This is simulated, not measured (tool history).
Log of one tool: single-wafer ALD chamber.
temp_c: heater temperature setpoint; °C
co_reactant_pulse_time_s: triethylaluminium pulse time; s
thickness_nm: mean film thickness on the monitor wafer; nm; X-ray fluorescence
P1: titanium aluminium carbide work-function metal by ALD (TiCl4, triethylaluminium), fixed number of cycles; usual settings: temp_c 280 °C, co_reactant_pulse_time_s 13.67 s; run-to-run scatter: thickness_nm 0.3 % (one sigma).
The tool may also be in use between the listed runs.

run  hour  temp_c  co_reactant_pulse_time_s  hours since the last thermocouple change  hours since the last triethylaluminium bottle change  thickness_nm
  1   4.6     280                     13.67                                    1273.4                                                 949.5        1.8743
  2   6.8     264                      7.55                                    1275.6                                                 951.7        1.6163
  3  10.6     280                     19.54                                    1279.4                                                 955.5         1.899
  4  14.2     257                     13.67                                      1283                                                 959.1        1.6825
  5  17.9     280                     13.67                                    1286.7                                                 962.8         1.879
  6  22.1     303                      7.89                                    1290.9                                                   967        1.9571
  7  24.4     280                      5.59                                    1293.2                                                 969.3        1.6216
  8  27.5     280                     13.67                                    1296.3                                                 972.4        1.8836
  9  31.4     270                     18.45                                    1300.2                                                 976.3         1.811
 10  35.3     280                     13.67                                    1304.1                                                 980.2        1.8713
 11  38.5     302                     13.67                                    1307.3                                                 983.4        2.0717
 12  41.2     280                     13.67                                      1310                                                 986.1        1.8827
 13  45.5     280                     13.67                                    1314.3                                                 990.4        1.8693
 14  48.6     280                     13.67                                    1317.4                                                 993.5         1.853
 15  51.6     280                     13.67                                    1320.4                                                 996.5        1.8449
 16  56.4     280                     13.67                                    1325.2                                                1001.3        1.8448
 17  60.4     280                     13.67                                    1329.2                                                1005.3        1.8457
 18    65     280                     13.67                                    1333.8                                                1009.9        1.8407

Forecast run 19:
 19  68.8     280                     13.67                                    1337.6                                                1013.7             ?

{"run 19": {"thickness_nm": 1.8477}}

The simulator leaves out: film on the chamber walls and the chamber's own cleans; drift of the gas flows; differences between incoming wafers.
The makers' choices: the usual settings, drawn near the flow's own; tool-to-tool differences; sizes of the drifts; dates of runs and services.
